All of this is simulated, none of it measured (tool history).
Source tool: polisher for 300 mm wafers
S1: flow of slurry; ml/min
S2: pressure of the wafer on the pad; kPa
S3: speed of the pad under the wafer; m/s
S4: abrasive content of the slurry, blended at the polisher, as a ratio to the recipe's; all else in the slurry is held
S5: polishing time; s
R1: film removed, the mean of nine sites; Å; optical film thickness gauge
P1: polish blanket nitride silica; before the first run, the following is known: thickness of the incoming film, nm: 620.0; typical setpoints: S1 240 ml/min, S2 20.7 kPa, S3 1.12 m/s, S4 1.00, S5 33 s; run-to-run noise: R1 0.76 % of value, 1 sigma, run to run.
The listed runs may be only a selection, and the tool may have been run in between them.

run 1 hour=5.4 | S1=240 S2=20.7 S3=1.12 S4=1.00 S5=33 | R1=196.250
run 2 hour=8.4 | S1=240 S2=32.4 S3=1.12 S4=1.00 S5=33 | R1=311.220
-- hour=12.5 slurry nozzle cleaned
run 3 hour=13.7 | S1=175 S2=20.7 S3=1.12 S4=1.00 S5=33 | R1=191.680
run 4 hour=18.1 | S1=240 S2=20.7 S3=1.12 S4=1.00 S5=33 | R1=200.480
run 5 hour=20.7 | S1=240 S2=20.7 S3=1.12 S4=1.00 S5=22 | R1=132.740
run 6 hour=23.8 | S1=240 S2=20.7 S3=1.72 S4=1.00 S5=33 | R1=281.180
run 7 hour=29.0 | S1=240 S2=20.7 S3=1.12 S4=1.00 S5=33 | R1=201.500
run 8 hour=32.6 | S1=240 S2=20.7 S3=1.12 S4=1.00 S5=33 | R1=198.190
run 9 hour=36.0 | S1=240 S2=20.7 S3=1.12 S4=1.00 S5=33 | R1=195.300
run 10 hour=40.9 | S1=240 S2=20.7 S3=0.50 S4=1.00 S5=33 | R1=104.170
run 11 hour=44.9 | S1=240 S2=20.7 S3=0.76 S4=1.00 S5=48 | R1=211.470
run 12 hour=47.5 | S1=240 S2=20.7 S3=1.12 S4=1.40 S5=33 | R1=230.630
run 13 hour=51.8 | S1=240 S2=20.7 S3=1.12 S4=1.00 S5=46 | R1=278.340
run 14 hour=56.5 | S1=240 S2=9.7 S3=1.12 S4=1.00 S5=33 | R1=92.331
run 15 hour=59.8 | S1=240 S2=20.7 S3=1.12 S4=0.55 S5=33 | R1=147.190
run 16 hour=64.0 | S1=240 S2=20.7 S3=1.12 S4=1.00 S5=33 | R1=200.710

Expected results for the next run?
run 17 hour=68.0 | S1=315 S2=20.7 S3=1.12 S4=1.00 S5=33 | R1=?

{"run 17": {"R1": 202.04}}
